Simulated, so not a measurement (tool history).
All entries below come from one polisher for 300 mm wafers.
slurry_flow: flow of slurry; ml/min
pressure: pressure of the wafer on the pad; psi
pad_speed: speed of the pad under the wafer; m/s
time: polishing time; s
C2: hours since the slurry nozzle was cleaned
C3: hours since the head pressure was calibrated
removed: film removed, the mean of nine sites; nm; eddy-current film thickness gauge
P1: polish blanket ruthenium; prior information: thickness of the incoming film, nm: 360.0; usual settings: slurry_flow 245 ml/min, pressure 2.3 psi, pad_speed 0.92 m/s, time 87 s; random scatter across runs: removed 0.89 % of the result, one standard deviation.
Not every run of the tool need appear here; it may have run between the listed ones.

{"run": 1, "hour": 9.2, "slurry_flow": 245, "pressure": 2.3, "pad_speed": 0.92, "time": 87, "wafers polished on this pad": 906, "C2": 201.2, "C3": 521.9, "removed": 87.841}
{"run": 2, "hour": 21.6, "slurry_flow": 385, "pressure": 2.3, "pad_speed": 0.92, "time": 87, "wafers polished on this pad": 1002, "C2": 213.6, "C3": 534.3, "removed": 91.701}
{"run": 3, "hour": 33.0, "slurry_flow": 245, "pressure": 2.3, "pad_speed": 0.92, "time": 87, "wafers polished on this pad": 1089, "C2": 225, "C3": 545.7, "removed": 86.884}
{"run": 4, "hour": 41.0, "slurry_flow": 245, "pressure": 2.3, "pad_speed": 0.92, "time": 87, "wafers polished on this pad": 1151, "C2": 233, "C3": 553.7, "removed": 88.815}
{"run": 5, "hour": 52.3, "slurry_flow": 245, "pressure": 2.3, "pad_speed": 0.92, "time": 125, "wafers polished on this pad": 1238, "C2": 244.3, "C3": 565, "removed": 125.15}
{"run": 6, "hour": 64.8, "slurry_flow": 245, "pressure": 2.3, "pad_speed": 0.92, "time": 87, "wafers polished on this pad": 1334, "C2": 256.8, "C3": 577.5, "removed": 88.219}
{"run": 7, "hour": 77.0, "slurry_flow": 245, "pressure": 2.3, "pad_speed": 0.92, "time": 87, "wafers polished on this pad": 1428, "C2": 269, "C3": 589.7, "removed": 86.711}
{"run": 8, "hour": 85.8, "slurry_flow": 145, "pressure": 2.3, "pad_speed": 0.92, "time": 87, "wafers polished on this pad": 1496, "C2": 277.8, "C3": 598.5, "removed": 82.332}
{"run": 9, "hour": 92.6, "slurry_flow": 245, "pressure": 1, "pad_speed": 0.92, "time": 87, "wafers polished on this pad": 1548, "C2": 284.6, "C3": 605.3, "removed": 37.682}
{"run": 10, "hour": 104.0, "slurry_flow": 245, "pressure": 2.3, "pad_speed": 0.92, "time": 62, "wafers polished on this pad": 1636, "C2": 296, "C3": 616.7, "removed": 61.984}
{"hour": 111.5, "done": "worn pad replaced by a new one"}
{"run": 11, "hour": 119.1, "slurry_flow": 245, "pressure": 2.3, "pad_speed": 0.42, "time": 87, "wafers polished on this pad": 58, "C2": 311.1, "C3": 631.8, "removed": 40.099}
{"run": 12, "hour": 134.7, "slurry_flow": 245, "pressure": 2.3, "pad_speed": 0.92, "time": 87, "wafers polished on this pad": 179, "C2": 326.7, "C3": 647.4, "removed": 88.024}
{"run": 13, "hour": 142.8, "slurry_flow": 245, "pressure": 2.3, "pad_speed": 1.4, "time": 87, "wafers polished on this pad": 241, "C2": 334.8, "C3": 655.5, "removed": 131.54}
{"run": 14, "hour": 155.3, "slurry_flow": 245, "pressure": 3.6, "pad_speed": 0.92, "time": 87, "wafers polished on this pad": 337, "C2": 347.3, "C3": 668, "removed": 136.03}
{"run": 15, "hour": 163.5, "slurry_flow": 245, "pressure": 2.9, "pad_speed": 1.14, "time": 87, "wafers polished on this pad": 400, "C2": 355.5, "C3": 676.2, "removed": 134.85}
{"run": 16, "hour": 173.2, "slurry_flow": 245, "pressure": 2.3, "pad_speed": 0.92, "time": 87, "wafers polished on this pad": 475, "C2": 365.2, "C3": 685.9, "removed": 87.042}
{"run": 17, "hour": 185.4, "slurry_flow": 245, "pressure": 2.3, "pad_speed": 0.92, "time": 87, "wafers polished on this pad": 569, "C2": 377.4, "C3": 698.1, "removed": 87.566}
{"run": 18, "hour": 200.8, "slurry_flow": 245, "pressure": 2.3, "pad_speed": 0.92, "time": 87, "wafers polished on this pad": 687, "C2": 392.8, "C3": 713.5, "removed": 86.873}
{"run": 19, "hour": 214.7, "slurry_flow": 245, "pressure": 2.3, "pad_speed": 0.92, "time": 87, "wafers polished on this pad": 794, "C2": 406.7, "C3": 727.4, "removed": 85.054}
{"run": 20, "hour": 222.0, "slurry_flow": 245, "pressure": 2.3, "pad_speed": 0.92, "time": 87, "wafers polished on this pad": 851, "C2": 414, "C3": 734.7, "removed": 85.121}
{"run": 21, "hour": 236.2, "slurry_flow": 245, "pressure": 2.3, "pad_speed": 0.92, "time": 87, "wafers polished on this pad": 960, "C2": 428.2, "C3": 748.9, "removed": 84.993}
{"hour": 243.6, "done": "worn pad replaced by a new one"}
{"run": 22, "hour": 244.3, "slurry_flow": 245, "pressure": 2.3, "pad_speed": 0.92, "time": 87, "wafers polished on this pad": 6, "C2": 436.3, "C3": 757, "removed": 82.913}
{"run": 23, "hour": 259.5, "slurry_flow": 245, "pressure": 2.3, "pad_speed": 0.92, "time": 87, "wafers polished on this pad": 123, "C2": 451.5, "C3": 772.2, "removed": 83.352}
{"run": 24, "hour": 273.8, "slurry_flow": 245, "pressure": 2.3, "pad_speed": 0.92, "time": 87, "wafers polished on this pad": 233, "C2": 465.8, "C3": 786.5, "removed": 83.521}
{"run": 25, "hour": 289.3, "slurry_flow": 245, "pressure": 2.3, "pad_speed": 0.92, "time": 87, "wafers polished on this pad": 352, "C2": 481.3, "C3": 802, "removed": 82.584}
{"run": 26, "hour": 304.1, "slurry_flow": 245, "pressure": 2.3, "pad_speed": 0.92, "time": 87, "wafers polished on this pad": 466, "C2": 496.1, "C3": 816.8, "removed": 82.54}
{"run": 27, "hour": 313.9, "slurry_flow": 245, "pressure": 2.3, "pad_speed": 0.92, "time": 87, "wafers polished on this pad": 541, "C2": 505.9, "C3": 826.6, "removed": 83.328}
{"run": 28, "hour": 329.7, "slurry_flow": 245, "pressure": 2.3, "pad_speed": 0.92, "time": 87, "wafers polished on this pad": 663, "C2": 521.7, "C3": 842.4, "removed": 83.625}

What P1 gives has crept off from where it sat before. The 2 causes that follow fit the log equally well, each at the size noted:
A: slurry flow missing at the pad, % = 34.1
B: head's pressure below its setpoint, % = 5.45
The onset of the drift is placed at about hour 185.4.
Why every other cause is out:
removal rate lost through wear of the pad, %: work on it at hour 243.6, done after the drift set in, did not restore what the process gave before

Consider the 4 check runs below, whose results appear as question marks and each of which averages 5 wafers. Which one distinguishes the causes, in that each cause would give it a clearly different result?
{"run": "check 1", "hour": 345.5, "slurry_flow": 155, "pressure": 1.1, "pad_speed": 0.92, "time": 87, "removed": "?"}
{"run": "check 2", "hour": 345.5, "slurry_flow": 245, "pressure": 2.3, "pad_speed": 0.7, "time": 106, "removed": "?"}
{"run": "check 3", "hour": 345.5, "slurry_flow": 245, "pressure": 2.9, "pad_speed": 0.92, "time": 87, "removed": "?"}
{"run": "check 4", "hour": 345.5, "slurry_flow": 245, "pressure": 1.1, "pad_speed": 0.92, "time": 105, "removed": "?"}

What every check run would give for each of its results, assuming each possible cause in turn:
check=check_1 result=removed if_A=36.061 if_B=37.137
check=check_2 result=removed if_A=76.649 if_B=76.643
check=check_3 result=removed if_A=104.25 if_B=104.24
check=check_4 result=removed if_A=47.725 if_B=47.721
How far apart the two closest causes lie, in the result that separates them most: check 1 2.94 %; check 2 0.01 %; check 3 0.01 %; check 4 0.01 %
Check 1 tells the causes apart: in the others they would give nearly the same result.

Check 1 has now been run. It gave: removed 36.041 nm. Which of the candidate causes is it?

The cause is A: slurry flow missing at the pad, %.
